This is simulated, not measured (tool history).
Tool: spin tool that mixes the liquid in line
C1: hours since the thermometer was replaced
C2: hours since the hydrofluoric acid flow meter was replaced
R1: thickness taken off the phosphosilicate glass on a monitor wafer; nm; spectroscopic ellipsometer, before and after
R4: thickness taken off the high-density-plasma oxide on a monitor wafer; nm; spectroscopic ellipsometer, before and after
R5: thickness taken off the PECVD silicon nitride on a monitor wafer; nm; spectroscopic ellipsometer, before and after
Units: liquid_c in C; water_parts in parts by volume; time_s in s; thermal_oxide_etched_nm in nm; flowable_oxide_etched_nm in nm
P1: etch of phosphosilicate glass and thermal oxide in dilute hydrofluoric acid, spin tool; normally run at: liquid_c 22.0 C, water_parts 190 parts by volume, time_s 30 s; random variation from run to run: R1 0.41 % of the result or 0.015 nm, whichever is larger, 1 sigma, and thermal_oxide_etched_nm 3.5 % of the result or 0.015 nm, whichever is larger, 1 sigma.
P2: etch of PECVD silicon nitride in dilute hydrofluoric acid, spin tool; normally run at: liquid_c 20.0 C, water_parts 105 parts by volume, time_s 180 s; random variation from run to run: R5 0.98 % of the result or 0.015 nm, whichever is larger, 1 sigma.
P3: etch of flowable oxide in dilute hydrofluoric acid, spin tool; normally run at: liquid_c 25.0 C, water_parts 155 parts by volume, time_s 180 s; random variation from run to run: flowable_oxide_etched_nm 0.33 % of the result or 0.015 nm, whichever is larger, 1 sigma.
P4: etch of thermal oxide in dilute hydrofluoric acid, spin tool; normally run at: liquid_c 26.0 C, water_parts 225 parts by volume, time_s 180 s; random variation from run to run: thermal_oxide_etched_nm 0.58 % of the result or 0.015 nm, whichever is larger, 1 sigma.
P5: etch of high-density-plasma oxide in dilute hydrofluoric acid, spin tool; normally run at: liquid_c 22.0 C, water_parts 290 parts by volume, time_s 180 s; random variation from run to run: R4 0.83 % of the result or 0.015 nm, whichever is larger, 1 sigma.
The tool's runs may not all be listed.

{"run": 1, "hour": 15.4, "process": "P1", "liquid_c": 22.0, "water_parts": 190, "time_s": 30, "C1": 1322.0, "C2": 939.0, "R1": 11.145, "thermal_oxide_etched_nm": 0.57058}
{"run": 2, "hour": 26.6, "process": "P3", "liquid_c": 25.0, "water_parts": 220, "time_s": 180, "C1": 1333.2, "C2": 950.2, "flowable_oxide_etched_nm": 20.33}
{"run": 3, "hour": 35.3, "process": "P5", "liquid_c": 17.0, "water_parts": 290, "time_s": 180, "C1": 1341.9, "C2": 958.9, "R4": 2.1156}
{"run": 4, "hour": 44.2, "process": "P5", "liquid_c": 22.0, "water_parts": 290, "time_s": 180, "C1": 1350.8, "C2": 967.8, "R4": 2.5356}
{"run": 5, "hour": 57.6, "process": "P4", "liquid_c": 26.0, "water_parts": 360, "time_s": 180, "C1": 1364.2, "C2": 981.2, "thermal_oxide_etched_nm": 1.8308}
{"run": 6, "hour": 72.1, "process": "P1", "liquid_c": 26.0, "water_parts": 190, "time_s": 30, "C1": 1378.7, "C2": 995.7, "R1": 12.809, "thermal_oxide_etched_nm": 0.72449}
{"run": 7, "hour": 79.9, "process": "P1", "liquid_c": 17.0, "water_parts": 190, "time_s": 30, "C1": 1386.5, "C2": 1003.5, "R1": 9.0611, "thermal_oxide_etched_nm": 0.47971}
{"run": 8, "hour": 95.3, "process": "P1", "liquid_c": 22.0, "water_parts": 40, "time_s": 30, "C1": 1401.9, "C2": 1018.9, "R1": 63.097, "thermal_oxide_etched_nm": 3.5388}
{"run": 9, "hour": 105.5, "process": "P3", "liquid_c": 25.0, "water_parts": 155, "time_s": 365, "C1": 1412.1, "C2": 1029.1, "flowable_oxide_etched_nm": 63.16}
{"run": 10, "hour": 120.3, "process": "P5", "liquid_c": 22.0, "water_parts": 135, "time_s": 180, "C1": 1426.9, "C2": 1043.9, "R4": 6.3958}
{"run": 11, "hour": 131.1, "process": "P1", "liquid_c": 22.0, "water_parts": 190, "time_s": 30, "C1": 1437.7, "C2": 1054.7, "R1": 11.216, "thermal_oxide_etched_nm": 0.60346}
{"run": 12, "hour": 140.4, "process": "P5", "liquid_c": 22.0, "water_parts": 290, "time_s": 315, "C1": 1447.0, "C2": 1064.0, "R4": 4.4464}
{"run": 13, "hour": 152.3, "process": "P1", "liquid_c": 22.0, "water_parts": 190, "time_s": 30, "C1": 1458.9, "C2": 1075.9, "R1": 11.114, "thermal_oxide_etched_nm": 0.57378}
{"run": 14, "hour": 164.8, "process": "P3", "liquid_c": 32.0, "water_parts": 155, "time_s": 180, "C1": 1471.4, "C2": 1088.4, "flowable_oxide_etched_nm": 40.196}
{"run": 15, "hour": 178.1, "process": "P1", "liquid_c": 22.0, "water_parts": 190, "time_s": 15, "C1": 1484.7, "C2": 1101.7, "R1": 5.5238, "thermal_oxide_etched_nm": 0.30184}
{"run": 16, "hour": 188.8, "process": "P1", "liquid_c": 22.0, "water_parts": 330, "time_s": 30, "C1": 1495.4, "C2": 1112.4, "R1": 5.5743, "thermal_oxide_etched_nm": 0.29458}
{"run": 17, "hour": 198.9, "process": "P2", "liquid_c": 20.0, "water_parts": 105, "time_s": 180, "C1": 1505.5, "C2": 1122.5, "R5": 2.2272}
{"run": 18, "hour": 213.3, "process": "P4", "liquid_c": 26.0, "water_parts": 225, "time_s": 285, "C1": 1519.9, "C2": 1136.9, "thermal_oxide_etched_nm": 5.3014}
{"run": 19, "hour": 225.9, "process": "P1", "liquid_c": 22.0, "water_parts": 190, "time_s": 50, "C1": 1532.5, "C2": 1149.5, "R1": 18.385, "thermal_oxide_etched_nm": 0.97913}
{"run": 20, "hour": 236.3, "process": "P3", "liquid_c": 25.0, "water_parts": 155, "time_s": 180, "C1": 1542.9, "C2": 1159.9, "flowable_oxide_etched_nm": 30.88}
{"run": 21, "hour": 246.3, "process": "P4", "liquid_c": 26.0, "water_parts": 225, "time_s": 180, "C1": 1552.9, "C2": 1169.9, "thermal_oxide_etched_nm": 3.3433}
{"run": 22, "hour": 258.9, "process": "P4", "liquid_c": 26.0, "water_parts": 225, "time_s": 180, "C1": 1565.5, "C2": 1182.5, "thermal_oxide_etched_nm": 3.295}
{"run": 23, "hour": 272.0, "process": "P2", "liquid_c": 20.0, "water_parts": 105, "time_s": 360, "C1": 1578.6, "C2": 1195.6, "R5": 4.5242}
{"run": 24, "hour": 288.2, "process": "P2", "liquid_c": 17.0, "water_parts": 105, "time_s": 180, "C1": 1594.8, "C2": 1211.8, "R5": 1.872}
{"run": 25, "hour": 299.1, "process": "P1", "liquid_c": 18.5, "water_parts": 55, "time_s": 30, "C1": 1605.7, "C2": 1222.7, "R1": 38.721, "thermal_oxide_etched_nm": 2.1203}
{"run": 26, "hour": 312.1, "process": "P1", "liquid_c": 22.0, "water_parts": 190, "time_s": 30, "C1": 1618.7, "C2": 1235.7, "R1": 11.086, "thermal_oxide_etched_nm": 0.60285}
{"run": 27, "hour": 324.6, "process": "P4", "liquid_c": 20.0, "water_parts": 225, "time_s": 180, "C1": 1631.2, "C2": 1248.2, "thermal_oxide_etched_nm": 2.6786}
{"run": 28, "hour": 334.3, "process": "P1", "liquid_c": 22.0, "water_parts": 190, "time_s": 30, "C1": 1640.9, "C2": 1257.9, "R1": 11.15, "thermal_oxide_etched_nm": 0.58561}
{"run": 29, "hour": 344.9, "process": "P1", "liquid_c": 17.0, "water_parts": 100, "time_s": 30, "C1": 1651.5, "C2": 1268.5, "R1": 18.882, "thermal_oxide_etched_nm": 0.99761}
{"run": 30, "hour": 358.8, "process": "P2", "liquid_c": 20.0, "water_parts": 25, "time_s": 180, "C1": 1665.4, "C2": 1282.4, "R5": 8.9036}
{"run": 31, "hour": 370.9, "process": "P1", "liquid_c": 22.0, "water_parts": 190, "time_s": 30, "C1": 1677.5, "C2": 1294.5, "R1": 11.175, "thermal_oxide_etched_nm": 0.60516}
{"run": 32, "hour": 380.4, "process": "P1", "liquid_c": 22.0, "water_parts": 190, "time_s": 30, "C1": 1687.0, "C2": 1304.0, "R1": 11.44, "thermal_oxide_etched_nm": 0.63534}
{"run": 33, "hour": 390.8, "process": "P1", "liquid_c": 22.0, "water_parts": 190, "time_s": 30, "C1": 1697.4, "C2": 1314.4, "R1": 11.573, "thermal_oxide_etched_nm": 0.5953}
{"run": 34, "hour": 403.1, "process": "P1", "liquid_c": 22.0, "water_parts": 190, "time_s": 30, "C1": 1709.7, "C2": 1326.7, "R1": 11.656, "thermal_oxide_etched_nm": 0.61109}
{"run": 35, "hour": 419.1, "process": "P1", "liquid_c": 22.0, "water_parts": 190, "time_s": 30, "C1": 1725.7, "C2": 1342.7, "R1": 11.818, "thermal_oxide_etched_nm": 0.61547}
{"run": 36, "hour": 432.9, "process": "P1", "liquid_c": 22.0, "water_parts": 190, "time_s": 30, "C1": 1739.5, "C2": 1356.5, "R1": 11.814, "thermal_oxide_etched_nm": 0.62231}
{"run": 37, "hour": 448.8, "process": "P1", "liquid_c": 22.0, "water_parts": 190, "time_s": 30, "C1": 1755.4, "C2": 1372.4, "R1": 11.908, "thermal_oxide_etched_nm": 0.61919}
{"run": 38, "hour": 464.1, "process": "P1", "liquid_c": 22.0, "water_parts": 190, "time_s": 30, "C1": 1770.7, "C2": 1387.7, "R1": 11.974, "thermal_oxide_etched_nm": 0.64939}
{"run": 39, "hour": 477.3, "process": "P1", "liquid_c": 22.0, "water_parts": 190, "time_s": 30, "C1": 1783.9, "C2": 1400.9, "R1": 11.945, "thermal_oxide_etched_nm": 0.67149}
{"run": 40, "hour": 486.6, "process": "P1", "liquid_c": 22.0, "water_parts": 190, "time_s": 30, "C1": 1793.2, "C2": 1410.2, "R1": 11.955, "thermal_oxide_etched_nm": 0.6259}
{"run": 41, "hour": 501.3, "process": "P1", "liquid_c": 22.0, "water_parts": 190, "time_s": 30, "C1": 1807.9, "C2": 1424.9, "R1": 11.984, "thermal_oxide_etched_nm": 0.63314}

What P1 gives has crept away from where it was. These 2 causes fit the log equally well, each at the size given:
A: liquid hotter than its thermometer reads (K) = 1.93
B: hydrofluoric acid flow above the setpoint (%) = 6.26
The creep began at about hour 370.9.

4 check runs are offered, each on 2 wafers whose results are averaged, their results left as question marks. Which one tells the causes apart?
{"run": "check 1", "hour": 516.0, "process": "P4", "liquid_c": 20.0, "water_parts": 225, "time_s": 180, "thermal_oxide_etched_nm": "?"}
{"run": "check 2", "hour": 516.0, "process": "P3", "liquid_c": 31.0, "water_parts": 155, "time_s": 180, "flowable_oxide_etched_nm": "?"}
{"run": "check 3", "hour": 516.0, "process": "P2", "liquid_c": 17.0, "water_parts": 105, "time_s": 295, "R5": "?"}
{"run": "check 4", "hour": 516.0, "process": "P5", "liquid_c": 22.0, "water_parts": 150, "time_s": 180, "R4": "?"}

What each check would give under each cause:
check=check_1 result=thermal_oxide_etched_nm if_A=2.87110 if_B=2.87350
check=check_2 result=flowable_oxide_etched_nm if_A=41.399 if_B=41.617
check=check_3 result=R5 if_A=3.4051 if_B=3.1606
check=check_4 result=R4 if_A=6.1112 if_B=6.0861
How far apart the two closest causes lie, in the result that separates them most: check 1 0.08 %; check 2 0.53 %; check 3 7.45 %; check 4 0.41 %
Only check 3 tells the causes apart: in the others they would give nearly the same result.

Check 3 was then run and gave: R5 3.3848 nm. Which cause is it?

It is A: liquid hotter than its thermometer reads (K).
